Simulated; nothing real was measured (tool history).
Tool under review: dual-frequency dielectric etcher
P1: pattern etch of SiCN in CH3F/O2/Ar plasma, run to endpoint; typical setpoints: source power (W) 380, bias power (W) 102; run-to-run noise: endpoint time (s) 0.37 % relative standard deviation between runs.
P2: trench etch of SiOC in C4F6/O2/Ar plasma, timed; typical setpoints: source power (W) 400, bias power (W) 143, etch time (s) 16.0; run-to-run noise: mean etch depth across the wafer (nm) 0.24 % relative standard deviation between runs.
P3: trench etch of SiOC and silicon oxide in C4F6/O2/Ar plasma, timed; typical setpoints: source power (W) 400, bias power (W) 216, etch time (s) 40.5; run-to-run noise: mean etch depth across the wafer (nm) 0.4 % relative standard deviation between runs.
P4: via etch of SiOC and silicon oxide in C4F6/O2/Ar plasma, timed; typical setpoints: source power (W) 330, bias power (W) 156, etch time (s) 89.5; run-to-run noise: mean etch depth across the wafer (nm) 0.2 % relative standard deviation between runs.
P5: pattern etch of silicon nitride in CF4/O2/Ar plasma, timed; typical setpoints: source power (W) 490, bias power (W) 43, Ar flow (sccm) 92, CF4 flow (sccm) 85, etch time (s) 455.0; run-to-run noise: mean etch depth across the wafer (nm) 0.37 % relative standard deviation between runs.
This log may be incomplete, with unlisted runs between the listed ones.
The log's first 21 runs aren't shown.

run   hour  process that ran  source power (W)  bias power (W)  Ar flow (sccm)  CF4 flow (sccm)  etch time (s)  hours since the last wet clean  hours since the last source power generator calibration  hours since the last bias power generator calibration  endpoint time (s)  mean etch depth across the wafer (nm)
 22  182.4                P1               220             102                                                                           368.0                                                   1573.4                                                 1092.3             23.984
 23  195.3                P5               490              43              92               85          455.0                           380.9                                                   1586.3                                                 1105.2                                                   778.620
 24  201.8                P1               270             119                                                                           387.4                                                   1592.8                                                 1111.7             21.176
 25  211.5                P2               400             182                                            16.0                           397.1                                                   1602.5                                                 1121.4                                                    32.285
 26  219.9                P1               240              84                                                                           405.5                                                   1610.9                                                 1129.8             25.119
 27  231.8                P1               490             102                                                                           417.4                                                   1622.8                                                 1141.7             18.040
 28  244.6                P3               400             154                                            40.5                           430.2                                                   1635.6                                                 1154.5                                                    75.416
 29  256.7                P4               330             156                                           133.0                           442.3                                                   1647.7                                                 1166.6                                                   134.250
 30  265.6                P3               250             216                                            40.5                           451.2                                                   1656.6                                                 1175.5                                                    69.854
 31  272.9                P1               380             102                                                                           458.5                                                   1663.9                                                 1182.8             19.682
 32  284.0                P1               380             102                                                                           469.6                                                   1675.0                                                 1193.9             19.674

What does the tool deliver on the next run?
 33  295.9                P1               380             102                                                                           481.5                                                   1686.9                                                 1205.8                  ?

{"run 33": {"endpoint time (s)": 19.89}}

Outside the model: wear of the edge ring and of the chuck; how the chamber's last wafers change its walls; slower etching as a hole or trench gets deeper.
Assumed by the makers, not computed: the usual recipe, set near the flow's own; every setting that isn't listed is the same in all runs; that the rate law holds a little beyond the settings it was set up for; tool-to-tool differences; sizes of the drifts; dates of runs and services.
